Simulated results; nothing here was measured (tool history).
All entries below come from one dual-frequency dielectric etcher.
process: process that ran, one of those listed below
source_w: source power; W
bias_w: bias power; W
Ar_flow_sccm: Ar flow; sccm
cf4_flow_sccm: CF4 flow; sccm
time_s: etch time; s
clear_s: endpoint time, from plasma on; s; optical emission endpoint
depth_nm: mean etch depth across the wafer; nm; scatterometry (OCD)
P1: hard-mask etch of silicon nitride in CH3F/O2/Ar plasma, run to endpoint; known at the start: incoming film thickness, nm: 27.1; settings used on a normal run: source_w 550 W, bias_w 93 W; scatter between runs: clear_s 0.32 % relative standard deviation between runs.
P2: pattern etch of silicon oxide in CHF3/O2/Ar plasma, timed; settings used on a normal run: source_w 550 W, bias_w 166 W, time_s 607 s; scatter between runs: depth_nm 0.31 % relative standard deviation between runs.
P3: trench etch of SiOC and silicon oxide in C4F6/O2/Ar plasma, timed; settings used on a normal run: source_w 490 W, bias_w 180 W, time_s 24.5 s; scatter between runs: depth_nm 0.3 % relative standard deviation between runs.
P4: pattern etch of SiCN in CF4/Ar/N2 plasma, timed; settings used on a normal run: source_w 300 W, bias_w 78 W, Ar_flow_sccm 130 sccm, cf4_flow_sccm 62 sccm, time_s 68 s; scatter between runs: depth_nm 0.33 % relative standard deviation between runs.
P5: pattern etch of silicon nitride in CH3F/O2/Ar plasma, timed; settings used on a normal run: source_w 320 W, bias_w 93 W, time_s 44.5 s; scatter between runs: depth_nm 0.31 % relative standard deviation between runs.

run	hour	process	source_w	bias_w	Ar_flow_sccm	cf4_flow_sccm	time_s	hours since the last wet clean	hours since the last source power generator calibration	hours since the last bias power generator calibration	clear_s	depth_nm
1	5.6	P1	550	93				342.6	786.8	2368.7	32.462	
2	12.9	P4	300	78	130	62	68	349.9	794.1	2376		40.195
3	23.6	P1	550	93				360.6	804.8	2386.7	32.777	
4	31	P1	550	117				368	812.2	2394.1	29.883	
5	42.4	P4	180	78	130	62	68	379.4	823.6	2405.5		25.874
6	48	P3	490	180			24.5	385	829.2	2411.1		51.385
7	55.4	P5	260	93			44.5	392.4	836.6	2418.5		29.826
8	65.3	P2	550	199			607	402.3	846.5	2428.4		1225.1
9	73.8	P5	320	93			44.5	410.8	855	2436.9		32.324
10	85.9	P2	550	166			607	422.9	867.1	2449		1147.9
# hour 96.5: source power generator calibrated
11	97.9	P3	350	180			24.5	434.9	1.5	2461		45.269
12	106.9	P4	300	46	130	62	68	443.9	10.5	2470		33.477
13	117.4	P3	490	180			24.5	454.4	21	2480.5		51.446
14	124.3	P2	320	166			607	461.3	27.9	2487.4		935.03
15	135.2	P5	320	55			44.5	472.2	38.8	2498.3		26.849
16	141.2	P1	550	93				478.2	44.8	2504.3	32.506	
17	147.8	P5	320	93			28	484.8	51.4	2510.9		20.346
18	157.2	P3	490	180			14	494.2	60.8	2520.3		29.471
19	164.3	P4	300	78	107	62	68	501.3	67.9	2527.4		41.551
20	174.4	P1	370	93				511.4	78	2537.5	37.717	
21	183.2	P2	550	166			339	520.2	86.8	2546.3		640.64
22	191.8	P1	660	118				528.8	95.4	2554.9	27.949	
23	198.3	P4	300	78	130	62	100	535.3	101.9	2561.4		59.357
24	211	P1	740	57				548	114.6	2574.1	34.226	
25	221	P1	680	93				558	124.6	2584.1	30.211	
26	228.9	P1	550	93				565.9	132.5	2592	32.597	
27	238.3	P3	490	222			24.5	575.3	141.9	2601.4		54.904
28	250.8	P5	320	93			44.5	587.8	154.4	2613.9		32.217
29	257.4	P1	550	59				594.4	161	2620.5	37.9	
30	266.6	P1	550	93				603.6	170.2	2629.7	32.477	
31	278.2	P4	300	78	130	79	68	615.2	181.8	2641.3		41.688
32	289.5	P1	550	93				626.5	193.1	2652.6	32.457	
33	301.7	P1	550	93				638.7	205.3	2664.8	32.21	
34	313	P1	550	93				650	216.6	2676.1	32.199	
35	321.7	P1	550	93				658.7	225.3	2684.8	32.053	
36	331.7	P1	550	93				668.7	235.3	2694.8	31.898	
# hour 335.8: wet clean of the chamber
37	342.9	P1	550	93				7.1	246.5	2706	32.029	
38	348.6	P1	550	93				12.8	252.2	2711.7	32.081	
39	360.3	P1	550	93				24.5	263.9	2723.4	32.161	
40	367.5	P1	550	93				31.7	271.1	2730.6	32.177	

Something has made what P1 gives creep away from where it was; the 2 causes below, each at its own stated size, fit the log equally well:
A: source power that arrives over what is set, % = 4.43
B: bias power that arrives over what is set, % = 4.7
Creep in the process output first set in at about hour 289.5.
Other possible causes, and why each is ruled out:
chamber walls in a state that raises the etch rate, %: its service at hour 335.8 followed the start of the drift and did not put the process back to its old value

Each of the check runs listed below is run on 2 wafers and reports their average, with the results left as question marks. Pick the one under which the possible causes would lead to clearly different results.
check 1	374.7	P3	490	180			15.5					?
check 2	374.7	P2	340	166			607					?
check 3	374.7	P5	320	59			44.5					?
check 4	374.7	P4	300	57	130	62	98					?

What every check run would give for each of its results, assuming each possible cause in turn:
check	result	if A	if B
check 1	depth_nm	33.166	33.081
check 2	depth_nm	972.18	971.59
check 3	depth_nm	27.953	27.92
check 4	depth_nm	53.599	52.478
Gap, in per cent, between the two causes that each check separates least, read from the result that separates them most: check 1 0.26 %; check 2 0.06 %; check 3 0.12 %; check 4 2.11 %
Only check 4 tells the causes apart: in the others they would give nearly the same result.

With check 4 done, the readings were: depth_nm 53.856 nm. Identify which of the listed causes applies.

Of the candidate causes, it is A: source power that arrives over what is set, %.
